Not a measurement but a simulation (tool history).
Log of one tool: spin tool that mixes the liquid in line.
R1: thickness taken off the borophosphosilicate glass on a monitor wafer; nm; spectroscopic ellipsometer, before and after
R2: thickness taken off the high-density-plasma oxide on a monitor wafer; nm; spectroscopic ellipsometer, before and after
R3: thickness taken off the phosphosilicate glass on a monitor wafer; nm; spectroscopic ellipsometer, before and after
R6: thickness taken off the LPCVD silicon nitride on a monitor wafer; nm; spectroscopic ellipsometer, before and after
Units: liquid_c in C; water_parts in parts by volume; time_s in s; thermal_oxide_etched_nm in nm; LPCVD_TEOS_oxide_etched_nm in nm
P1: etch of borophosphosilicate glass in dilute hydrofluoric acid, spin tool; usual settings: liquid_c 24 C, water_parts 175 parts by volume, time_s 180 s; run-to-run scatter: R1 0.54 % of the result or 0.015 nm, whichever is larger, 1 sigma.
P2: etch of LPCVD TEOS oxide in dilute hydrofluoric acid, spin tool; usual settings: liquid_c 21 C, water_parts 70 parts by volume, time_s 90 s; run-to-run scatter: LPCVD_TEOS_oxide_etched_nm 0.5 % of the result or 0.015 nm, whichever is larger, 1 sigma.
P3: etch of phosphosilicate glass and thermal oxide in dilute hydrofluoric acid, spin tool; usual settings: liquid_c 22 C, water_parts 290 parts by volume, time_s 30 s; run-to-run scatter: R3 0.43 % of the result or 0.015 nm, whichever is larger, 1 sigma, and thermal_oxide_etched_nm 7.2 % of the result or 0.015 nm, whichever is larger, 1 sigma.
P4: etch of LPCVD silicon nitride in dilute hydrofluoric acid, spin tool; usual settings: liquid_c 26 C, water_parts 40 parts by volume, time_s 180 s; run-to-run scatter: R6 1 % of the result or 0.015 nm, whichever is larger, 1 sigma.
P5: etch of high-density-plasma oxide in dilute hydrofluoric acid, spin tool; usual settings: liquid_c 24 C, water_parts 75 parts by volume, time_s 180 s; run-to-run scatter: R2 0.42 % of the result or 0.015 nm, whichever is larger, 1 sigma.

{"run": 1, "hour": 9.2, "process": "P1", "liquid_c": 24, "water_parts": 175, "time_s": 180, "R1": 24.471}
{"run": 2, "hour": 17.3, "process": "P5", "liquid_c": 17, "water_parts": 75, "time_s": 180, "R2": 12.275}
{"run": 3, "hour": 23.7, "process": "P1", "liquid_c": 17, "water_parts": 105, "time_s": 180, "R1": 33.328}
{"run": 4, "hour": 33.1, "process": "P3", "liquid_c": 22, "water_parts": 290, "time_s": 30, "R3": 9.523, "thermal_oxide_etched_nm": 0.35755}
{"run": 5, "hour": 38.4, "process": "P1", "liquid_c": 29, "water_parts": 305, "time_s": 180, "R1": 14.413}
{"run": 6, "hour": 47.0, "process": "P2", "liquid_c": 28, "water_parts": 70, "time_s": 90, "LPCVD_TEOS_oxide_etched_nm": 38.76}
{"run": 7, "hour": 52.6, "process": "P2", "liquid_c": 21, "water_parts": 70, "time_s": 90, "LPCVD_TEOS_oxide_etched_nm": 29.01}
{"run": 8, "hour": 57.7, "process": "P3", "liquid_c": 22, "water_parts": 115, "time_s": 30, "R3": 28.74, "thermal_oxide_etched_nm": 1.1652}
{"run": 9, "hour": 65.6, "process": "P1", "liquid_c": 30, "water_parts": 175, "time_s": 180, "R1": 30.18}
{"run": 10, "hour": 72.3, "process": "P1", "liquid_c": 24, "water_parts": 95, "time_s": 180, "R1": 49.54}
{"run": 11, "hour": 80.0, "process": "P2", "liquid_c": 21, "water_parts": 105, "time_s": 90, "LPCVD_TEOS_oxide_etched_nm": 18.622}
{"run": 12, "hour": 87.1, "process": "P2", "liquid_c": 21, "water_parts": 70, "time_s": 175, "LPCVD_TEOS_oxide_etched_nm": 57.039}
{"run": 13, "hour": 94.6, "process": "P4", "liquid_c": 26, "water_parts": 20, "time_s": 180, "R6": 5.1075}
{"run": 14, "hour": 104.4, "process": "P1", "liquid_c": 24, "water_parts": 175, "time_s": 180, "R1": 24.155}
{"run": 15, "hour": 111.6, "process": "P1", "liquid_c": 24, "water_parts": 175, "time_s": 180, "R1": 24.233}
{"run": 16, "hour": 119.1, "process": "P5", "liquid_c": 24, "water_parts": 75, "time_s": 15, "R2": 1.3439}
{"run": 17, "hour": 124.7, "process": "P4", "liquid_c": 26, "water_parts": 40, "time_s": 180, "R6": 2.6284}
{"run": 18, "hour": 132.2, "process": "P3", "liquid_c": 22, "water_parts": 290, "time_s": 30, "R3": 9.5722, "thermal_oxide_etched_nm": 0.40984}
{"run": 19, "hour": 141.7, "process": "P5", "liquid_c": 24, "water_parts": 125, "time_s": 180, "R2": 9.1672}
{"run": 20, "hour": 152.3, "process": "P1", "liquid_c": 24, "water_parts": 175, "time_s": 180, "R1": 24.265}
{"run": 21, "hour": 161.0, "process": "P1", "liquid_c": 24, "water_parts": 175, "time_s": 15, "R1": 2.0374}
{"run": 22, "hour": 166.7, "process": "P1", "liquid_c": 24, "water_parts": 175, "time_s": 280, "R1": 37.649}
{"hour": 172.7, "done": "thermometer replaced"}
{"run": 23, "hour": 174.8, "process": "P3", "liquid_c": 22, "water_parts": 290, "time_s": 15, "R3": 4.7513, "thermal_oxide_etched_nm": 0.20662}
{"run": 24, "hour": 182.3, "process": "P3", "liquid_c": 30, "water_parts": 290, "time_s": 30, "R3": 12.651, "thermal_oxide_etched_nm": 0.44954}
{"run": 25, "hour": 187.2, "process": "P4", "liquid_c": 32, "water_parts": 40, "time_s": 180, "R6": 3.8489}
{"run": 26, "hour": 195.4, "process": "P1", "liquid_c": 19, "water_parts": 175, "time_s": 180, "R1": 19.954}
{"run": 27, "hour": 202.4, "process": "P4", "liquid_c": 26, "water_parts": 40, "time_s": 265, "R6": 3.931}
{"run": 28, "hour": 210.5, "process": "P1", "liquid_c": 24, "water_parts": 315, "time_s": 180, "R1": 11.729}
{"run": 29, "hour": 215.4, "process": "P1", "liquid_c": 24, "water_parts": 175, "time_s": 180, "R1": 24.486}
{"run": 30, "hour": 224.8, "process": "P5", "liquid_c": 24, "water_parts": 75, "time_s": 180, "R2": 16.364}
{"run": 31, "hour": 229.4, "process": "P2", "liquid_c": 21, "water_parts": 70, "time_s": 90, "LPCVD_TEOS_oxide_etched_nm": 29.412}
{"run": 32, "hour": 238.2, "process": "P1", "liquid_c": 24, "water_parts": 175, "time_s": 180, "R1": 24.428}
{"run": 33, "hour": 244.6, "process": "P1", "liquid_c": 24, "water_parts": 175, "time_s": 180, "R1": 23.832}
{"run": 34, "hour": 253.1, "process": "P1", "liquid_c": 24, "water_parts": 175, "time_s": 180, "R1": 23.49}
{"run": 35, "hour": 262.8, "process": "P1", "liquid_c": 24, "water_parts": 175, "time_s": 180, "R1": 23.012}
{"run": 36, "hour": 273.2, "process": "P1", "liquid_c": 24, "water_parts": 175, "time_s": 180, "R1": 22.882}
{"run": 37, "hour": 282.3, "process": "P1", "liquid_c": 24, "water_parts": 175, "time_s": 180, "R1": 23.171}
{"run": 38, "hour": 291.8, "process": "P1", "liquid_c": 24, "water_parts": 175, "time_s": 180, "R1": 22.819}
{"run": 39, "hour": 300.7, "process": "P1", "liquid_c": 24, "water_parts": 175, "time_s": 180, "R1": 22.723}
{"run": 40, "hour": 306.2, "process": "P1", "liquid_c": 24, "water_parts": 175, "time_s": 180, "R1": 22.919}

What P1 gives has crept away from where it was. These 2 causes fit the log equally well, each at the size given:
A: hydrofluoric acid flow below the setpoint (%) = 5.33
B: liquid colder than its thermometer reads (K) = 1.73
The creep began at about hour 238.2.

4 check runs are offered, each on 2 wafers whose results are averaged, their results left as question marks. Which one tells the causes apart?
{"run": "check 1", "hour": 311.7, "process": "P4", "liquid_c": 30.5, "water_parts": 40, "time_s": 180, "R6": "?"}
{"run": "check 2", "hour": 311.7, "process": "P3", "liquid_c": 22, "water_parts": 120, "time_s": 30, "R3": "?", "thermal_oxide_etched_nm": "?"}
{"run": "check 3", "hour": 311.7, "process": "P2", "liquid_c": 28, "water_parts": 70, "time_s": 155, "LPCVD_TEOS_oxide_etched_nm": "?"}
{"run": "check 4", "hour": 311.7, "process": "P5", "liquid_c": 24, "water_parts": 115, "time_s": 20, "R2": "?"}

What each check would give under each cause:
check=check_1 result=R6 if_A=3.3779 if_B=3.1854
check=check_2 result=R3 if_A=25.915 if_B=25.735
check=check_2 result=thermal_oxide_etched_nm if_A=0.99166 if_B=0.98479
check=check_3 result=LPCVD_TEOS_oxide_etched_nm if_A=62.919 if_B=62.422
check=check_4 result=R2 if_A=1.0594 if_B=1.0532
How far apart the two closest causes lie, in the result that separates them most: check 1 5.87 %; check 2 0.7 %; check 3 0.79 %; check 4 0.59 %
Check 1 tells the causes apart: in the others they would give nearly the same result.

Check 1 was then run and gave: R6 3.2047 nm. Which cause is it?

It is B: liquid colder than its thermometer reads (K).
